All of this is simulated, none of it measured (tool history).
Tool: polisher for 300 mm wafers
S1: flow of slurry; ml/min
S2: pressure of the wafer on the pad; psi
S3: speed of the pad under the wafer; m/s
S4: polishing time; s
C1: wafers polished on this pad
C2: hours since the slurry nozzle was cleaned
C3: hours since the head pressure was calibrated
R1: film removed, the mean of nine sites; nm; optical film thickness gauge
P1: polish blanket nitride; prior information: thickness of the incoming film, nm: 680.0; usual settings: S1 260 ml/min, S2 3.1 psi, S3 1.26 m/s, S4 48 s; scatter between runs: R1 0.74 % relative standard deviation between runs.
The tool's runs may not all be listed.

run 1 day=0.342 | S1=260 S2=3.1 S3=1.26 S4=48 | C1=521 C2=379.9 C3=407.9 | R1=101.890
run 2 day=0.988 | S1=260 S2=3.1 S3=1.26 S4=48 | C1=742 C2=395.4 C3=423.4 | R1=103.210
run 3 day=1.512 | S1=260 S2=3.1 S3=1.26 S4=48 | C1=922 C2=408.0 C3=436.0 | R1=102.770
run 4 day=1.983 | S1=260 S2=3.1 S3=1.26 S4=48 | C1=1083 C2=419.3 C3=447.3 | R1=102.990
run 5 day=2.492 | S1=260 S2=3.1 S3=1.26 S4=48 | C1=1257 C2=431.5 C3=459.5 | R1=100.610
run 6 day=2.833 | S1=260 S2=3.1 S3=1.26 S4=63 | C1=1374 C2=439.7 C3=467.7 | R1=132.160
run 7 day=3.438 | S1=260 S2=3.1 S3=0.56 S4=48 | C1=1581 C2=454.2 C3=482.2 | R1=53.363
run 8 day=4.092 | S1=260 S2=1.9 S3=1.26 S4=48 | C1=1805 C2=469.9 C3=497.9 | R1=63.478
run 9 day=4.733 | S1=260 S2=3.1 S3=1.26 S4=48 | C1=2025 C2=485.3 C3=513.3 | R1=102.660
run 10 day=5.058 | S1=260 S2=4.3 S3=1.26 S4=48 | C1=2137 C2=493.1 C3=521.1 | R1=142.660
run 11 day=5.654 | S1=260 S2=3.1 S3=1.26 S4=34 | C1=2341 C2=507.4 C3=535.4 | R1=73.048
run 12 day=6.121 | S1=260 S2=3.1 S3=1.86 S4=48 | C1=2501 C2=518.6 C3=546.6 | R1=139.040
run 13 day=6.625 | S1=260 S2=4.7 S3=1.26 S4=71 | C1=2673 C2=530.7 C3=558.7 | R1=227.390

Run 14, settings as shown, results not yet in. Your forecast:
run 14 day=7.050 | S1=155 S2=3.1 S3=1.26 S4=48 | C1=2819 C2=540.9 C3=568.9 | R1=?

R1: 95.916 nm
